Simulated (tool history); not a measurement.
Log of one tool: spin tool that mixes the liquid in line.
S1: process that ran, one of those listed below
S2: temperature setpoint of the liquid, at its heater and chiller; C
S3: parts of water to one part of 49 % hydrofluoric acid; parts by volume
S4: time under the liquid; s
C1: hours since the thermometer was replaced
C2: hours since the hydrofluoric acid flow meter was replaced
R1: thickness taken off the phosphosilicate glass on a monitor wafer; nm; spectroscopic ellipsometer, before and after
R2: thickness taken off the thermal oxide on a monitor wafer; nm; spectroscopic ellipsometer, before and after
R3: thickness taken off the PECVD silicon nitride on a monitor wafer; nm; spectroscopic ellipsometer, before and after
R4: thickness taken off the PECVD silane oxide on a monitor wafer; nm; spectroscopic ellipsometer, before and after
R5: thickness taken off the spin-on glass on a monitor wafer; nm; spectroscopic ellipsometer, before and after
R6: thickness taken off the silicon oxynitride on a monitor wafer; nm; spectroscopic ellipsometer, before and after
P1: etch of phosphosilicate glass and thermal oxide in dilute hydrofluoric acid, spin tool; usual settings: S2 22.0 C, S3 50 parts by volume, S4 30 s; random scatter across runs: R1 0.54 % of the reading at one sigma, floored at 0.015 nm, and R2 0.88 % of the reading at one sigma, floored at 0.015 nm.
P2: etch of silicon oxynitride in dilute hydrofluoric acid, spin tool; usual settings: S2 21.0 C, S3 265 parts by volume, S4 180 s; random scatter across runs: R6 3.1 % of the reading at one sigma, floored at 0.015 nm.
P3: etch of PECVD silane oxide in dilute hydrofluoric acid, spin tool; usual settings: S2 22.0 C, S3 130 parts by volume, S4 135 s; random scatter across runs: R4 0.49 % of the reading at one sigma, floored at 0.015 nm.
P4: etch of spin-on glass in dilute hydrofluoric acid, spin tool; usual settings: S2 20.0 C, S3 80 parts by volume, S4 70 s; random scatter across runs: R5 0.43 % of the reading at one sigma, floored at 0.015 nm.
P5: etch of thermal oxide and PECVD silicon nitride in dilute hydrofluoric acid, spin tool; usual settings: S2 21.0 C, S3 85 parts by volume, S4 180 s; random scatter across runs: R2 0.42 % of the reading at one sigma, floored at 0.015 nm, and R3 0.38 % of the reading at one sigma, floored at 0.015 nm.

run   hour  S1    S2   S3   S4     C1     C2       R1       R2       R3       R4      R5       R6
  1    6.0  P1  22.0   50   30  737.0  576.9   64.060   2.6600
  2   12.2  P5  21.0   25  180  743.2  583.1           33.1120  24.5910
  3   19.0  P3  27.0  130  135  750.0  589.9                             16.9510
  4   23.4  P3  22.0  130  135  754.4  594.3                             14.0430
  5   29.2  P4  20.0  120   70  760.2  600.1                                      32.615
  6   34.9  P3  22.0  215  135  765.9  605.8                              7.6542
  7   40.7  P5  21.0   85  180  771.7  611.6            9.0467   7.4323
  8   48.3  P1  22.0   50   30  779.3  619.2   64.518   2.7131
  9   54.8  P3  22.0  130  265  785.8  625.7                             27.4220
 10   59.8  P5  17.0   85  180  790.8  630.7            7.6838   5.6696
 11   66.5  P1  22.0   50   15  797.5  637.4   32.020   1.3298
 12   75.0  P4  20.0   80   70  806.0  645.9                                      50.942
 13   81.2  P2  21.0  265  180  812.2  652.1                                              0.74028
 14   86.8  P1  22.0   80   30  817.8  657.7   38.883   1.6439
 15   92.0  P4  20.0   80   15  823.0  662.9                                      10.926
 16  100.8  P1  22.0   50   50  831.8  671.7  107.480   4.5382
 17  106.2  P1  22.0   50   30  837.2  677.1   64.345   2.7092
 18  111.6  P2  21.0  265   40  842.6  682.5                                              0.14730
 19  116.0  P1  26.0   20   30  847.0  686.9  198.400   8.2164
 20  121.3  P2  21.0  460  180  852.3  692.2                                              0.38763
 21  127.6  P1  18.0   50   30  858.6  698.5   54.598   2.2810
 22  132.7  P5  21.0   85  335  863.7  703.6           17.0470  13.7960
 23  140.8  P4  25.5   80   70  871.8  711.7                                      63.438
 24  147.1  P1  22.0   50   30  878.1  718.0   64.577   2.7265
 25  153.6  P2  17.0  265  180  884.6  724.5                                              0.60927
 26  160.6  P1  22.0   20   30  891.6  731.5  166.410   7.0067
 27  166.5  P1  28.5   50   30  897.5  737.4   83.489   3.4734
 28  172.1  P1  22.0   50   30  903.1  743.0   64.482   2.7033
 29  176.4  P1  22.0   50   30  907.4  747.3   65.323   2.7205
 30  183.4  P1  22.0   50   30  914.4  754.3   66.336   2.7816
 31  188.0  P1  22.0   50   30  919.0  758.9   66.864   2.7732
 32  193.5  P1  22.0   50   30  924.5  764.4   67.585   2.8037
 33  197.6  P1  22.0   50   30  928.6  768.5   67.291   2.8185
 34  206.3  P1  22.0   50   30  937.3  777.2   67.999   2.8087
 35  213.2  P1  22.0   50   30  944.2  784.1   68.556   2.8937
 36  220.2  P1  22.0   50   30  951.2  791.1   68.322   2.8414
 37  229.3  P1  22.0   50   30  960.3  800.2   67.823   2.8742
 38  235.6  P1  22.0   50   30  966.6  806.5   68.825   2.8916
 39  242.8  P1  22.0   50   30  973.8  813.7   68.791   2.9127

P1 no longer gives what it gave before; its output has crept away from where it was. The following 2 causes, each at its listed size, fit the log equally well:
A: liquid hotter than its thermometer reads (K) = 1.52
B: hydrofluoric acid flow above the setpoint (%) = 6.1
At approximately hour 172.1, the process output began to creep.

Below are 4 check runs, each on a single wafer, with their results shown as question marks. Which of them would tell the listed causes apart, meaning the causes would give clearly different results under it?
check 1  250.0  P3  22.0  130  135                       ?
check 2  250.0  P2  21.0  265  180                               ?
check 3  250.0  P5  21.0   85  180               ?   ?
check 4  250.0  P4  20.0   80   70                           ?

If the cause were each of the candidates in turn, the checks would give the following:
  check  result     if A     if B
check 1      R4  14.7920  14.9100
check 2      R6  0.80633  0.80783
check 3      R2   9.6495   9.6776
check 3      R3   8.2671   7.9057
check 4      R5   54.322   54.414
Per-check spread between the two closest causes, in the result where they differ most: check 1 0.8 %; check 2 0.19 %; check 3 4.47 %; check 4 0.17 %
Only in check 3 would the causes give clearly different results; in the remaining checks their results would be nearly the same.

Check 3 has now been run. It gave: R2 9.7132 nm; R3 7.9419 nm. Which of the candidate causes is it?

It is B: hydrofluoric acid flow above the setpoint (%).
